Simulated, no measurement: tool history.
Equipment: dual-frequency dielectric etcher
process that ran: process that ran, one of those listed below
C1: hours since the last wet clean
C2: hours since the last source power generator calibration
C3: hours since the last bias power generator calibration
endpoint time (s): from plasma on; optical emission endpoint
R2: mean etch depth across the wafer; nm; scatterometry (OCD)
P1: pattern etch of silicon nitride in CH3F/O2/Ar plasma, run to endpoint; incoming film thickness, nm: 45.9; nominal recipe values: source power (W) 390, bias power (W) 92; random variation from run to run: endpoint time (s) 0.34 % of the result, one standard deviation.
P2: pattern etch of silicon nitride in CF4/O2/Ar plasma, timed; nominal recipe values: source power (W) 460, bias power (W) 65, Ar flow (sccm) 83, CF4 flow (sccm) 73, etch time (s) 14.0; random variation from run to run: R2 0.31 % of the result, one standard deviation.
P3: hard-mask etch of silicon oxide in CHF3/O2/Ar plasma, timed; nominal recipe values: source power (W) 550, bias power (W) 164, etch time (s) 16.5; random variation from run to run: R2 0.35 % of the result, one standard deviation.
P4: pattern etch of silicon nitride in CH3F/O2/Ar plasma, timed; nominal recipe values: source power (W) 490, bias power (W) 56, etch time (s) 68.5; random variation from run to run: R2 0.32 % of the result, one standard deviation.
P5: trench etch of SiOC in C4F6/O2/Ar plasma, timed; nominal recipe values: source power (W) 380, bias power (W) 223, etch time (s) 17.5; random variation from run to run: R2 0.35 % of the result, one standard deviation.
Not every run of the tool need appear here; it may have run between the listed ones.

{"run": 1, "day": 0.604, "process that ran": "P1", "source power (W)": 390, "bias power (W)": 92, "C1": 261.8, "C2": 311.1, "C3": 1853.6, "endpoint time (s)": 61.769}
{"run": 2, "day": 1.238, "process that ran": "P4", "source power (W)": 490, "bias power (W)": 56, "etch time (s)": 83.5, "C1": 277.0, "C2": 326.3, "C3": 1868.8, "R2": 58.355}
{"run": 3, "day": 1.633, "process that ran": "P1", "source power (W)": 250, "bias power (W)": 92, "C1": 286.5, "C2": 335.8, "C3": 1878.3, "endpoint time (s)": 73.02}
{"run": 4, "day": 2.171, "process that ran": "P3", "source power (W)": 550, "bias power (W)": 164, "etch time (s)": 24.0, "C1": 299.4, "C2": 348.7, "C3": 1891.2, "R2": 44.211}
{"day": 2.738, "done": "wet clean of the chamber"}
{"run": 5, "day": 2.804, "process that ran": "P5", "source power (W)": 380, "bias power (W)": 223, "etch time (s)": 10.5, "C1": 1.7, "C2": 363.9, "C3": 1906.4, "R2": 23.621}
{"run": 6, "day": 3.254, "process that ran": "P5", "source power (W)": 380, "bias power (W)": 223, "etch time (s)": 17.5, "C1": 12.5, "C2": 374.7, "C3": 1917.2, "R2": 39.145}
{"run": 7, "day": 3.896, "process that ran": "P1", "source power (W)": 530, "bias power (W)": 92, "C1": 27.9, "C2": 390.1, "C3": 1932.6, "endpoint time (s)": 55.417}
{"run": 8, "day": 4.258, "process that ran": "P2", "source power (W)": 610, "bias power (W)": 65, "etch time (s)": 14.0, "Ar flow (sccm)": 83, "CF4 flow (sccm)": 73, "C1": 36.6, "C2": 398.8, "C3": 1941.3, "R2": 33.003}
{"run": 9, "day": 4.917, "process that ran": "P1", "source power (W)": 390, "bias power (W)": 92, "C1": 52.4, "C2": 414.6, "C3": 1957.1, "endpoint time (s)": 61.838}
{"run": 10, "day": 5.4, "process that ran": "P1", "source power (W)": 390, "bias power (W)": 92, "C1": 64.0, "C2": 426.2, "C3": 1968.7, "endpoint time (s)": 62.126}
{"run": 11, "day": 5.821, "process that ran": "P5", "source power (W)": 380, "bias power (W)": 305, "etch time (s)": 17.5, "C1": 74.1, "C2": 436.3, "C3": 1978.8, "R2": 43.756}
{"run": 12, "day": 6.308, "process that ran": "P1", "source power (W)": 390, "bias power (W)": 92, "C1": 85.8, "C2": 448.0, "C3": 1990.5, "endpoint time (s)": 62.355}
{"run": 13, "day": 6.692, "process that ran": "P2", "source power (W)": 460, "bias power (W)": 65, "etch time (s)": 14.0, "Ar flow (sccm)": 83, "CF4 flow (sccm)": 73, "C1": 95.0, "C2": 457.2, "C3": 1999.7, "R2": 25.984}
{"run": 14, "day": 7.204, "process that ran": "P5", "source power (W)": 260, "bias power (W)": 223, "etch time (s)": 17.5, "C1": 107.3, "C2": 469.5, "C3": 2012.0, "R2": 34.103}
{"day": 7.783, "done": "bias power generator calibrated"}
{"run": 15, "day": 7.858, "process that ran": "P4", "source power (W)": 490, "bias power (W)": 38, "etch time (s)": 68.5, "C1": 123.0, "C2": 485.2, "C3": 1.8, "R2": 42.403}
{"run": 16, "day": 8.325, "process that ran": "P2", "source power (W)": 460, "bias power (W)": 65, "etch time (s)": 14.0, "Ar flow (sccm)": 117, "CF4 flow (sccm)": 73, "C1": 134.2, "C2": 496.4, "C3": 13.0, "R2": 24.928}
{"run": 17, "day": 8.925, "process that ran": "P1", "source power (W)": 390, "bias power (W)": 92, "C1": 148.6, "C2": 510.8, "C3": 27.4, "endpoint time (s)": 61.914}
{"run": 18, "day": 9.408, "process that ran": "P4", "source power (W)": 380, "bias power (W)": 56, "etch time (s)": 68.5, "C1": 160.2, "C2": 522.4, "C3": 39.0, "R2": 43.13}
{"run": 19, "day": 9.917, "process that ran": "P4", "source power (W)": 490, "bias power (W)": 56, "etch time (s)": 68.5, "C1": 172.4, "C2": 534.6, "C3": 51.2, "R2": 47.588}
{"run": 20, "day": 10.583, "process that ran": "P2", "source power (W)": 460, "bias power (W)": 53, "etch time (s)": 14.0, "Ar flow (sccm)": 83, "CF4 flow (sccm)": 73, "C1": 188.4, "C2": 550.6, "C3": 67.2, "R2": 23.796}
{"run": 21, "day": 11.175, "process that ran": "P2", "source power (W)": 460, "bias power (W)": 65, "etch time (s)": 10.0, "Ar flow (sccm)": 83, "CF4 flow (sccm)": 73, "C1": 202.6, "C2": 564.8, "C3": 81.4, "R2": 18.538}
{"run": 22, "day": 11.746, "process that ran": "P2", "source power (W)": 460, "bias power (W)": 65, "etch time (s)": 14.0, "Ar flow (sccm)": 83, "CF4 flow (sccm)": 73, "C1": 216.3, "C2": 578.5, "C3": 95.1, "R2": 25.959}
{"run": 23, "day": 12.271, "process that ran": "P1", "source power (W)": 390, "bias power (W)": 71, "C1": 228.9, "C2": 591.1, "C3": 107.7, "endpoint time (s)": 67.923}
{"run": 24, "day": 12.792, "process that ran": "P3", "source power (W)": 660, "bias power (W)": 164, "etch time (s)": 16.5, "C1": 241.4, "C2": 603.6, "C3": 120.2, "R2": 32.77}
{"run": 25, "day": 13.221, "process that ran": "P2", "source power (W)": 460, "bias power (W)": 65, "etch time (s)": 14.0, "Ar flow (sccm)": 83, "CF4 flow (sccm)": 91, "C1": 251.7, "C2": 613.9, "C3": 130.5, "R2": 26.6}
{"run": 26, "day": 13.871, "process that ran": "P1", "source power (W)": 480, "bias power (W)": 60, "C1": 267.3, "C2": 629.5, "C3": 146.1, "endpoint time (s)": 66.348}
{"run": 27, "day": 14.358, "process that ran": "P1", "source power (W)": 390, "bias power (W)": 112, "C1": 279.0, "C2": 641.2, "C3": 157.8, "endpoint time (s)": 57.62}
{"run": 28, "day": 14.842, "process that ran": "P3", "source power (W)": 550, "bias power (W)": 164, "etch time (s)": 16.5, "C1": 290.6, "C2": 652.8, "C3": 169.4, "R2": 30.434}
{"run": 29, "day": 15.496, "process that ran": "P3", "source power (W)": 550, "bias power (W)": 209, "etch time (s)": 16.5, "C1": 306.3, "C2": 668.5, "C3": 185.1, "R2": 33.055}
{"run": 30, "day": 16.071, "process that ran": "P1", "source power (W)": 390, "bias power (W)": 92, "C1": 320.1, "C2": 682.3, "C3": 198.9, "endpoint time (s)": 61.723}
{"run": 31, "day": 16.7, "process that ran": "P1", "source power (W)": 390, "bias power (W)": 92, "C1": 335.2, "C2": 697.4, "C3": 214.0, "endpoint time (s)": 61.519}
{"run": 32, "day": 17.088, "process that ran": "P1", "source power (W)": 390, "bias power (W)": 92, "C1": 344.5, "C2": 706.7, "C3": 223.3, "endpoint time (s)": 61.583}
{"day": 17.679, "done": "wet clean of the chamber"}
{"run": 33, "day": 17.746, "process that ran": "P1", "source power (W)": 390, "bias power (W)": 92, "C1": 1.7, "C2": 722.5, "C3": 239.1, "endpoint time (s)": 61.594}
{"run": 34, "day": 18.412, "process that ran": "P1", "source power (W)": 390, "bias power (W)": 92, "C1": 17.7, "C2": 738.5, "C3": 255.1, "endpoint time (s)": 61.153}
{"run": 35, "day": 18.762, "process that ran": "P1", "source power (W)": 390, "bias power (W)": 92, "C1": 26.1, "C2": 746.9, "C3": 263.5, "endpoint time (s)": 61.134}
{"run": 36, "day": 19.138, "process that ran": "P1", "source power (W)": 390, "bias power (W)": 92, "C1": 35.1, "C2": 755.9, "C3": 272.5, "endpoint time (s)": 60.734}
{"run": 37, "day": 19.833, "process that ran": "P1", "source power (W)": 390, "bias power (W)": 92, "C1": 51.8, "C2": 772.6, "C3": 289.2, "endpoint time (s)": 61.003}

Something has made what P1 gives creep away from where it was; the 2 causes below, each at its own stated size, fit the log equally well:
A: bias power that arrives over what is set, % = 4.81
B: source power that arrives over what is set, % = 4.67
Onset of the creep was near day 16.071.
Why every other cause is out:
chamber walls in a state that raises the etch rate, %: serviced at day 17.679, after the drift had started, without restoring the earlier output

The list below offers 4 check runs, each averaging the results of 2 wafers, and shows each result as a question mark. For which of them would the listed causes give clearly different results?
{"run": "check 1", "day": 20.529, "process that ran": "P5", "source power (W)": 380, "bias power (W)": 223, "etch time (s)": 17.5, "R2": "?"}
{"run": "check 2", "day": 20.529, "process that ran": "P3", "source power (W)": 550, "bias power (W)": 164, "etch time (s)": 16.5, "R2": "?"}
{"run": "check 3", "day": 20.529, "process that ran": "P2", "source power (W)": 460, "bias power (W)": 65, "etch time (s)": 14.0, "Ar flow (sccm)": 83, "CF4 flow (sccm)": 73, "R2": "?"}
{"run": "check 4", "day": 20.529, "process that ran": "P4", "source power (W)": 490, "bias power (W)": 56, "etch time (s)": 68.5, "R2": "?"}

Check results expected under each cause:
check=check_1 result=R2 if_A=39.935 if_B=40.009
check=check_2 result=R2 if_A=30.729 if_B=30.786
check=check_3 result=R2 if_A=26.342 if_B=26.888
check=check_4 result=R2 if_A=48.303 if_B=48.436
Separation of the two closest causes in each check, using whichever result separates them best: check 1 0.19 %; check 2 0.19 %; check 3 2.05 %; check 4 0.28 %
The causes can be told apart only by check 3. The other checks would give nearly the same results under each of them.

Here is what check 3 returned: R2 26.977 nm. Which cause is it?

B is the cause: source power that arrives over what is set, %.

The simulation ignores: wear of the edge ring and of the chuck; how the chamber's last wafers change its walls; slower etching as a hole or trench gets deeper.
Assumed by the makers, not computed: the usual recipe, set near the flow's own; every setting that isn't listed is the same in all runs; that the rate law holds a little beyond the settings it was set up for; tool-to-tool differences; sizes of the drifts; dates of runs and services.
